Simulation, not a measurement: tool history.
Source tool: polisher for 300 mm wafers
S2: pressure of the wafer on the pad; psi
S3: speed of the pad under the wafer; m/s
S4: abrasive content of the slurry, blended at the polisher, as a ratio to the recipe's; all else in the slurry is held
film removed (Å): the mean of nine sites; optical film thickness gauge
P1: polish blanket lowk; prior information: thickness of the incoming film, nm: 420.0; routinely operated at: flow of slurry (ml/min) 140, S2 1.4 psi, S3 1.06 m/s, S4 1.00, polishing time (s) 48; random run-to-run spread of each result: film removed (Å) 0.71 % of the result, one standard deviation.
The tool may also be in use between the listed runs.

Run 1, day 0.392: flow of slurry (ml/min) 140, S2 1.4 psi, S3 1.06 m/s, S4 1.00, polishing time (s) 48. Result: film removed (Å) 142.420.
At day 0.758: slurry blender recalibrated.
Run 2, day 0.833: flow of slurry (ml/min) 140, S2 1.4 psi, S3 1.06 m/s, S4 1.00, polishing time (s) 74. Result: film removed (Å) 218.480.
At day 0.921: head pressure recalibrated.
Run 3, day 1.342: flow of slurry (ml/min) 140, S2 2.1 psi, S3 1.06 m/s, S4 1.00, polishing time (s) 48. Result: film removed (Å) 217.340.
Run 4, day 1.808: flow of slurry (ml/min) 140, S2 1.4 psi, S3 1.06 m/s, S4 1.35, polishing time (s) 48. Result: film removed (Å) 160.600.
Run 5, day 2.046: flow of slurry (ml/min) 140, S2 2.0 psi, S3 1.06 m/s, S4 0.75, polishing time (s) 48. Result: film removed (Å) 177.740.
Run 6, day 2.317: flow of slurry (ml/min) 140, S2 1.4 psi, S3 1.06 m/s, S4 1.00, polishing time (s) 48. Result: film removed (Å) 143.200.
Run 7, day 2.754: flow of slurry (ml/min) 140, S2 0.6 psi, S3 1.06 m/s, S4 1.00, polishing time (s) 48. Result: film removed (Å) 60.586.
Run 8, day 3.133: flow of slurry (ml/min) 140, S2 1.4 psi, S3 0.72 m/s, S4 1.00, polishing time (s) 48. Result: film removed (Å) 104.150.
Run 9, day 3.412: flow of slurry (ml/min) 85, S2 1.4 psi, S3 1.06 m/s, S4 1.00, polishing time (s) 48. Result: film removed (Å) 125.060.
Run 10, day 3.675: flow of slurry (ml/min) 140, S2 1.4 psi, S3 1.06 m/s, S4 1.00, polishing time (s) 48. Result: film removed (Å) 141.910.
Run 11, day 3.912: flow of slurry (ml/min) 140, S2 1.4 psi, S3 1.06 m/s, S4 1.00, polishing time (s) 48. Result: film removed (Å) 141.490.
Run 12, day 4.271: flow of slurry (ml/min) 140, S2 1.4 psi, S3 1.06 m/s, S4 0.50, polishing time (s) 48. Result: film removed (Å) 98.164.
Run 13, day 4.542: flow of slurry (ml/min) 140, S2 1.4 psi, S3 1.06 m/s, S4 1.00, polishing time (s) 48. Result: film removed (Å) 142.270.
Run 14, day 4.912: flow of slurry (ml/min) 140, S2 1.4 psi, S3 1.06 m/s, S4 1.00, polishing time (s) 48. Result: film removed (Å) 142.100.

Forecast run 15:
Run 15, day 5.375: flow of slurry (ml/min) 140, S2 1.4 psi, S3 1.06 m/s, S4 1.00, polishing time (s) 26. Result: film removed (Å) ?.

Run 15 came out at film removed (Å) 76.953.

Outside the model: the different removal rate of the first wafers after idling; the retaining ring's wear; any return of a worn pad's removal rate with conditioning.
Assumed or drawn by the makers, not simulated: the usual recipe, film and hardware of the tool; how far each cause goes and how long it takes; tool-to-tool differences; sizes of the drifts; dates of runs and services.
